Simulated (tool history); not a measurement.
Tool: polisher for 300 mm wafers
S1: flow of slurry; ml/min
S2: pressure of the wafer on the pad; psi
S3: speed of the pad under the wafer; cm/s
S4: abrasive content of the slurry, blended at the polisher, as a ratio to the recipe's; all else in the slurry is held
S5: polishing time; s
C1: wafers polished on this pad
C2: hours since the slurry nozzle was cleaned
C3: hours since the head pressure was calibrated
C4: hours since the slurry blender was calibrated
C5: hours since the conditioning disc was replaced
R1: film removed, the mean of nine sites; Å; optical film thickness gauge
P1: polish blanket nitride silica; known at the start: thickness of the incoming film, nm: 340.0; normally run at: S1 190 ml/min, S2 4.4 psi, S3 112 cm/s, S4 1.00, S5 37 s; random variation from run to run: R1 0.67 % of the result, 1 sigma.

run,hour,S1,S2,S3,S4,S5,C1,C2,C3,C4,C5,R1
1,2.5,190,4.4,112,1.00,37,463,459.3,286.5,15.4,32.3,380.55
2,5.6,190,4.4,112,1.45,37,505,462.4,289.6,18.5,35.4,445.44
3,8.5,190,2.7,112,0.70,37,545,465.3,292.5,21.4,38.3,194.46
4,11.8,190,4.4,170,1.00,37,590,468.6,295.8,24.7,41.6,537.87
5,14.2,190,5.5,112,1.30,37,622,471.0,298.2,27.1,44.0,539.61
6,16.3,190,6.7,112,1.00,37,651,473.1,300.3,29.2,46.1,583.00
7,19.9,190,4.4,112,1.00,27,700,476.7,303.9,32.8,49.7,283.96
8,23.0,285,4.4,112,1.00,37,743,479.8,307.0,35.9,52.8,406.04
9,26.6,190,4.4,112,1.00,37,792,483.4,310.6,39.5,56.4,383.42
10,29.9,190,4.4,112,1.00,57,837,486.7,313.9,42.8,59.7,590.82
11,33.2,190,4.4,112,1.00,37,882,490.0,317.2,46.1,63.0,384.87
12,37.1,190,2.0,112,1.00,37,935,493.9,321.1,50.0,66.9,174.87
# hour 38.1: conditioning disc replaced and pad reconditioned
13,39.4,190,2.6,50,1.00,37,966,496.2,323.4,52.3,1.3,119.02
14,43.0,140,4.4,112,1.00,37,1015,499.8,327.0,55.9,4.9,363.93
15,45.2,190,4.4,112,1.00,37,1045,502.0,329.2,58.1,7.1,386.89
16,48.2,190,4.4,112,0.50,37,1086,505.0,332.2,61.1,10.1,264.14
17,51.9,190,4.4,52,1.00,37,1137,508.7,335.9,64.8,13.8,209.07
18,55.2,190,4.4,112,1.00,37,1182,512.0,339.2,68.1,17.1,384.93
19,57.3,190,4.4,112,1.00,37,1210,514.1,341.3,70.2,19.2,367.27

Run 20 comes next. What will it give?
20,61.4,190,4.4,112,1.00,37,1266,518.2,345.4,74.3,23.3,?

{"run 20": {"R1": 354.42}}
